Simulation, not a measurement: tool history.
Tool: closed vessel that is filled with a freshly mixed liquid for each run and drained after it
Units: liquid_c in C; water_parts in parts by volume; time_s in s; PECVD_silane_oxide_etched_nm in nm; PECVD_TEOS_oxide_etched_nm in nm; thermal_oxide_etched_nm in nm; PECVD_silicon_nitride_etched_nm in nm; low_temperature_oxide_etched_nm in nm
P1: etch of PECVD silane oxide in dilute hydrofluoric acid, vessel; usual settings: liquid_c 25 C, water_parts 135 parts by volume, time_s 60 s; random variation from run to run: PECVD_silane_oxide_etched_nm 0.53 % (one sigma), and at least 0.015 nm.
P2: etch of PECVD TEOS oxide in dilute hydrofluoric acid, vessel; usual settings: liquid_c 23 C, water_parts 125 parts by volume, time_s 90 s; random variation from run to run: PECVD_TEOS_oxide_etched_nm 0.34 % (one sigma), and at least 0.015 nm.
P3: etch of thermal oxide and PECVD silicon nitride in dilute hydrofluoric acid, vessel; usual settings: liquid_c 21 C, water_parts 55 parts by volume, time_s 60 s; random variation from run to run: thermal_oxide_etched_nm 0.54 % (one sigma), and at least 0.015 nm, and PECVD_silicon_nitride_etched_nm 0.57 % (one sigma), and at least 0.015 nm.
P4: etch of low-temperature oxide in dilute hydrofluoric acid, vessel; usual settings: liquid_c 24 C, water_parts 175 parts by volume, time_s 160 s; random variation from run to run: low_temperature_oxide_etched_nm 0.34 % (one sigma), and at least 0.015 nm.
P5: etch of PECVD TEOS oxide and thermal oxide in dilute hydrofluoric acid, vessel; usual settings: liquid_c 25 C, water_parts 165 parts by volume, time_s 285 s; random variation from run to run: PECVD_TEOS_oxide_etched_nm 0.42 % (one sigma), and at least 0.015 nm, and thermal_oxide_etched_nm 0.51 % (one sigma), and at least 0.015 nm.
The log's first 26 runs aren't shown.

run,hour,process,liquid_c,water_parts,time_s,hours since the thermometer was replaced,hours since the hydrofluoric acid flow meter was replaced,PECVD_silane_oxide_etched_nm,PECVD_TEOS_oxide_etched_nm,thermal_oxide_etched_nm,PECVD_silicon_nitride_etched_nm,low_temperature_oxide_etched_nm
27,239.3,P2,23,125,155,830.3,442,,25.957,,,
28,246.3,P1,25,135,60,837.3,449,21.846,,,,
29,252.7,P2,23,125,90,843.7,455.4,,14.972,,,
30,263.9,P4,24,175,30,854.9,466.6,,,,,3.7537
31,273.1,P4,28,175,160,864.1,475.8,,,,,23.286
32,283.2,P3,21,55,60,874.2,485.9,,,4.9124,4.2256,
33,289.1,P1,31.5,135,60,880.1,491.8,27.813,,,,
34,298.3,P3,21,20,60,889.3,501,,,14.073,11.025,
35,307.6,P5,25,165,285,898.6,510.3,,47.4,7.9394,,
36,315.3,P1,25,135,60,906.3,518,21.719,,,,

The next listed run, before its measurement:
37,325.1,P1,25,135,60,916.1,527.8,?,,,,

PECVD_silane_oxide_etched_nm: 20.858 nm
